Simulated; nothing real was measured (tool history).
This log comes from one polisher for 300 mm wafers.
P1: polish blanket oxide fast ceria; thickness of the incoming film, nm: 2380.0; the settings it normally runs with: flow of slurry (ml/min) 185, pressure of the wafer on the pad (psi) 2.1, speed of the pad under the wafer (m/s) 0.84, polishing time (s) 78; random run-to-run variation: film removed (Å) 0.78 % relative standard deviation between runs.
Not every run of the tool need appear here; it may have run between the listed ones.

| run | hour | flow of slurry (ml/min) | pressure of the wafer on the pad (psi) | speed of the pad under the wafer (m/s) | polishing time (s) | wafers polished on this pad | hours since the slurry nozzle was cleaned | hours since the head pressure was calibrated | film removed (Å) |
|---|---|---|---|---|---|---|---|---|---|
| 1 | 7.7 | 185 | 2.1 | 0.84 | 78 | 244 | 325.0 | 513.6 | 7049.4 |
| 2 | 16.4 | 185 | 2.1 | 0.84 | 78 | 356 | 333.7 | 522.3 | 6959.8 |
| 3 | 25.4 | 185 | 2.1 | 0.50 | 78 | 472 | 342.7 | 531.3 | 4202.5 |
| 4 | 32.7 | 285 | 2.1 | 1.22 | 78 | 567 | 350.0 | 538.6 | 10760.0 |
| 5 | 42.4 | 185 | 2.1 | 0.84 | 78 | 692 | 359.7 | 548.3 | 6999.3 |
| 6 | 54.6 | 185 | 2.1 | 1.24 | 78 | 850 | 371.9 | 560.5 | 10148.0 |
| 7 | 62.7 | 185 | 2.8 | 0.84 | 78 | 954 | 380.0 | 568.6 | 9273.9 |
| 8 | 69.7 | 185 | 2.1 | 0.84 | 78 | 1045 | 387.0 | 575.6 | 6973.4 |
| 9 | 83.1 | 185 | 1.2 | 1.24 | 78 | 1218 | 400.4 | 589.0 | 5991.5 |
| 10 | 90.7 | 185 | 2.1 | 0.84 | 123 | 1316 | 408.0 | 596.6 | 10905.0 |
| 11 | 103.5 | 185 | 1.6 | 0.84 | 78 | 1482 | 420.8 | 609.4 | 5330.8 |
| 12 | 117.2 | 255 | 2.1 | 0.84 | 78 | 1659 | 434.5 | 623.1 | 7208.1 |
| 13 | 129.6 | 110 | 2.1 | 0.84 | 78 | 1819 | 446.9 | 635.5 | 6292.3 |
| 14 | 138.2 | 185 | 2.1 | 0.84 | 78 | 1930 | 455.5 | 644.1 | 6916.2 |
| 15 | 152.1 | 185 | 2.1 | 0.84 | 36 | 2110 | 469.4 | 658.0 | 3214.8 |
| 16 | 162.9 | 185 | 2.1 | 0.84 | 78 | 2250 | 480.2 | 668.8 | 7001.3 |
| 17 | 172.7 | 185 | 2.1 | 0.84 | 78 | 2376 | 490.0 | 678.6 | 6780.1 |
| 18 | 180.0 | 185 | 2.1 | 0.84 | 78 | 2471 | 497.3 | 685.9 | 6721.0 |
|  | 188.7 | head pressure recalibrated |
| 19 | 192.4 | 185 | 2.1 | 0.84 | 78 | 2631 | 509.7 | 3.7 | 6617.9 |
| 20 | 202.8 | 185 | 2.1 | 0.84 | 78 | 2765 | 520.1 | 14.1 | 6549.3 |
| 21 | 211.6 | 185 | 2.1 | 0.84 | 78 | 2879 | 528.9 | 22.9 | 6519.6 |
| 22 | 222.6 | 185 | 2.1 | 0.84 | 78 | 3021 | 539.9 | 33.9 | 6432.9 |

The output of P1 has drifted from where it used to be. Each of the 2 causes below, taken at the size shown beside it, accounts for the log equally well:
A: slurry flow missing at the pad, % = 36.1
B: removal rate lost through wear of the pad, % = 7.59
The onset of the drift is placed at about hour 162.9.
Excluded causes, each with its reason:
head's pressure below its setpoint, %: its service at hour 188.7 followed the start of the drift and did not put the process back to its old value

The list below offers 4 check runs, each averaging the results of 2 wafers, and shows each result as a question mark. For which of them would the listed causes give clearly different results?
| check 1 | 233.6 | 185 | 2.1 | 1.18 | 78 |  |  |  | ? |
| check 2 | 233.6 | 185 | 2.1 | 1.10 | 105 |  |  |  | ? |
| check 3 | 233.6 | 185 | 2.1 | 1.12 | 78 |  |  |  | ? |
| check 4 | 233.6 | 110 | 2.1 | 0.84 | 78 |  |  |  | ? |

What each check would give under each cause:
| check | result | if A | if B |
|---|---|---|---|
| check 1 | film removed (Å) | 9075.5 | 9076.3 |
| check 2 | film removed (Å) | 11389.0 | 11390.0 |
| check 3 | film removed (Å) | 8614.1 | 8614.8 |
| check 4 | film removed (Å) | 5606.6 | 5875.4 |
How far apart the two closest causes lie, in the result that separates them most: check 1 0.01 %; check 2 0.01 %; check 3 0.01 %; check 4 4.68 %
The causes can be told apart only by check 4. The other checks would give nearly the same results under each of them.

After running check 4, the following was obtained: film removed (Å) 5645.9. Which cause does this point to?

It is A: slurry flow missing at the pad, %.
